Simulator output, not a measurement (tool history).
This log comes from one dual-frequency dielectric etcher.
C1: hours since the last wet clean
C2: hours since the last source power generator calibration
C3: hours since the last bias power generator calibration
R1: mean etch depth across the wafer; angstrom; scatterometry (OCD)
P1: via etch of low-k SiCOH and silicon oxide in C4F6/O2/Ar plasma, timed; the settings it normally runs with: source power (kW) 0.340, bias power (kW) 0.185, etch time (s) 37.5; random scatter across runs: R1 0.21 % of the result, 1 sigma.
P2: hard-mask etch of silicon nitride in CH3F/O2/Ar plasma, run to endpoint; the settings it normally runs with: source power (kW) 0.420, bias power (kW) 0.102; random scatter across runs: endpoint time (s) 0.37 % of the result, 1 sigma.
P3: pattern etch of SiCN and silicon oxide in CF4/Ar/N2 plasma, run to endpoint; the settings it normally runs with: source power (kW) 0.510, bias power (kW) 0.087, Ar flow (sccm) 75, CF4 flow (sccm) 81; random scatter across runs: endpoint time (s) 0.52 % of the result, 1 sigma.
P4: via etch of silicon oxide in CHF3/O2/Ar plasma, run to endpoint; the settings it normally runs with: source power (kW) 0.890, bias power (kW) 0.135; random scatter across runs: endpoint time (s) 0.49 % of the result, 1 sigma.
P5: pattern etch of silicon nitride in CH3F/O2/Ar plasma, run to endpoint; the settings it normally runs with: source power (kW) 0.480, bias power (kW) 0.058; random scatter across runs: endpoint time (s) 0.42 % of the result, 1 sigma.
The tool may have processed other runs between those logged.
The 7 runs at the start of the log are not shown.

{"run": 8, "day": 2.296, "process that ran": "P3", "source power (kW)": 0.51, "bias power (kW)": 0.06, "Ar flow (sccm)": 75, "CF4 flow (sccm)": 81, "C1": 436.0, "C2": 626.4, "C3": 2356.7, "endpoint time (s)": 11.611}
{"run": 9, "day": 2.608, "process that ran": "P3", "source power (kW)": 0.51, "bias power (kW)": 0.087, "Ar flow (sccm)": 51, "CF4 flow (sccm)": 81, "C1": 443.5, "C2": 633.9, "C3": 2364.2, "endpoint time (s)": 9.886}
{"run": 10, "day": 2.821, "process that ran": "P1", "source power (kW)": 0.34, "bias power (kW)": 0.185, "etch time (s)": 37.5, "C1": 448.6, "C2": 639.0, "C3": 2369.3, "R1": 867.7}
{"run": 11, "day": 3.012, "process that ran": "P1", "source power (kW)": 0.46, "bias power (kW)": 0.185, "etch time (s)": 37.5, "C1": 453.2, "C2": 643.6, "C3": 2373.9, "R1": 983.05}
{"run": 12, "day": 3.188, "process that ran": "P1", "source power (kW)": 0.34, "bias power (kW)": 0.185, "etch time (s)": 37.5, "C1": 457.4, "C2": 647.8, "C3": 2378.1, "R1": 873.58}
{"run": 13, "day": 3.5, "process that ran": "P1", "source power (kW)": 0.34, "bias power (kW)": 0.226, "etch time (s)": 37.5, "C1": 464.9, "C2": 655.3, "C3": 2385.6, "R1": 933.54}
{"day": 3.579, "done": "wet clean of the chamber"}
{"run": 14, "day": 3.771, "process that ran": "P5", "source power (kW)": 0.61, "bias power (kW)": 0.058, "C1": 4.6, "C2": 661.8, "C3": 2392.1, "endpoint time (s)": 60.829}
{"run": 15, "day": 3.992, "process that ran": "P1", "source power (kW)": 0.34, "bias power (kW)": 0.185, "etch time (s)": 37.5, "C1": 9.9, "C2": 667.1, "C3": 2397.4, "R1": 871.01}
{"run": 16, "day": 4.279, "process that ran": "P1", "source power (kW)": 0.34, "bias power (kW)": 0.185, "etch time (s)": 37.5, "C1": 16.8, "C2": 674.0, "C3": 2404.3, "R1": 872.89}
{"run": 17, "day": 4.592, "process that ran": "P5", "source power (kW)": 0.48, "bias power (kW)": 0.08, "C1": 24.3, "C2": 681.5, "C3": 2411.8, "endpoint time (s)": 59.515}
{"run": 18, "day": 4.871, "process that ran": "P5", "source power (kW)": 0.48, "bias power (kW)": 0.058, "C1": 31.0, "C2": 688.2, "C3": 2418.5, "endpoint time (s)": 66.738}
{"run": 19, "day": 5.167, "process that ran": "P4", "source power (kW)": 0.89, "bias power (kW)": 0.135, "C1": 38.1, "C2": 695.3, "C3": 2425.6, "endpoint time (s)": 235.02}
{"run": 20, "day": 5.321, "process that ran": "P2", "source power (kW)": 0.42, "bias power (kW)": 0.065, "C1": 41.8, "C2": 699.0, "C3": 2429.3, "endpoint time (s)": 48.486}
{"run": 21, "day": 5.475, "process that ran": "P2", "source power (kW)": 0.55, "bias power (kW)": 0.102, "C1": 45.5, "C2": 702.7, "C3": 2433.0, "endpoint time (s)": 37.735}
{"run": 22, "day": 5.775, "process that ran": "P1", "source power (kW)": 0.25, "bias power (kW)": 0.185, "etch time (s)": 37.5, "C1": 52.7, "C2": 709.9, "C3": 2440.2, "R1": 770.67}
{"run": 23, "day": 5.996, "process that ran": "P2", "source power (kW)": 0.42, "bias power (kW)": 0.102, "C1": 58.0, "C2": 715.2, "C3": 2445.5, "endpoint time (s)": 41.299}
{"run": 24, "day": 6.183, "process that ran": "P4", "source power (kW)": 0.62, "bias power (kW)": 0.135, "C1": 62.5, "C2": 719.7, "C3": 2450.0, "endpoint time (s)": 271.27}
{"run": 25, "day": 6.362, "process that ran": "P1", "source power (kW)": 0.34, "bias power (kW)": 0.185, "etch time (s)": 37.5, "C1": 66.8, "C2": 724.0, "C3": 2454.3, "R1": 872.56}

The next listed run, before its measurement:
{"run": 26, "day": 6.542, "process that ran": "P3", "source power (kW)": 0.71, "bias power (kW)": 0.087, "Ar flow (sccm)": 75, "CF4 flow (sccm)": 81, "C1": 71.1, "C2": 728.3, "C3": 2458.6, "endpoint time (s)": "?"}

Run 26 measured endpoint time (s) 7.8176.
